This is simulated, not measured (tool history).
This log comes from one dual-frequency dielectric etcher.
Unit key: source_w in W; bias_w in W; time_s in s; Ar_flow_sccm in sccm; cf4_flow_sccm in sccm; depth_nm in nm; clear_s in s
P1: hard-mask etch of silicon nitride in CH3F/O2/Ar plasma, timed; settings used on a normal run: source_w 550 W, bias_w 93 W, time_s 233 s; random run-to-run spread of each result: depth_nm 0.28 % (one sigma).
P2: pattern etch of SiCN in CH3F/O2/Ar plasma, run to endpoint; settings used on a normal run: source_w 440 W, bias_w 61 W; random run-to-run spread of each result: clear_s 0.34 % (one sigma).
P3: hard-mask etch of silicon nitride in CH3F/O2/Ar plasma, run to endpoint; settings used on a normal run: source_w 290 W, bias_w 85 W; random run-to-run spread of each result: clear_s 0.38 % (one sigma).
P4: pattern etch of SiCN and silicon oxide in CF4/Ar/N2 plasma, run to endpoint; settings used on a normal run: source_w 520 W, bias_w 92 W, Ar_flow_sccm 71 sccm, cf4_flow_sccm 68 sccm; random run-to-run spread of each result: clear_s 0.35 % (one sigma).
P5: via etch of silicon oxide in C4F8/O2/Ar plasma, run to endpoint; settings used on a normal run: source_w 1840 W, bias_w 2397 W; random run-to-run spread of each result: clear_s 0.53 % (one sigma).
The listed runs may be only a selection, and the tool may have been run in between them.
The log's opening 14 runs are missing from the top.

run 15 day=5.471 | process=P2 source_w=280 bias_w=61 | clear_s=19.951
run 16 day=5.75 | process=P3 source_w=290 bias_w=85 | clear_s=69.528
run 17 day=6.025 | process=P1 source_w=550 bias_w=93 time_s=311.5 | depth_nm=269.49
run 18 day=6.45 | process=P1 source_w=550 bias_w=125 time_s=233 | depth_nm=224.03
run 19 day=6.883 | process=P1 source_w=550 bias_w=93 time_s=233 | depth_nm=202.51
run 20 day=7.146 | process=P3 source_w=290 bias_w=85 | clear_s=69.503
run 21 day=7.512 | process=P1 source_w=550 bias_w=93 time_s=233 | depth_nm=202.49
run 22 day=7.842 | process=P5 source_w=1840 bias_w=1704 | clear_s=282.73
run 23 day=8.092 | process=P1 source_w=550 bias_w=93 time_s=233 | depth_nm=201.89
run 24 day=8.317 | process=P1 source_w=550 bias_w=93 time_s=233 | depth_nm=203.19
run 25 day=8.742 | process=P4 source_w=520 bias_w=92 Ar_flow_sccm=71 cf4_flow_sccm=91 | clear_s=11.709
run 26 day=9 | process=P3 source_w=290 bias_w=52 | clear_s=82.507

For run 27, what comes out?
run 27 day=9.292 | process=P4 source_w=520 bias_w=92 Ar_flow_sccm=71 cf4_flow_sccm=68 | clear_s=?

For run 27 the tool returned clear_s 12.149 s.
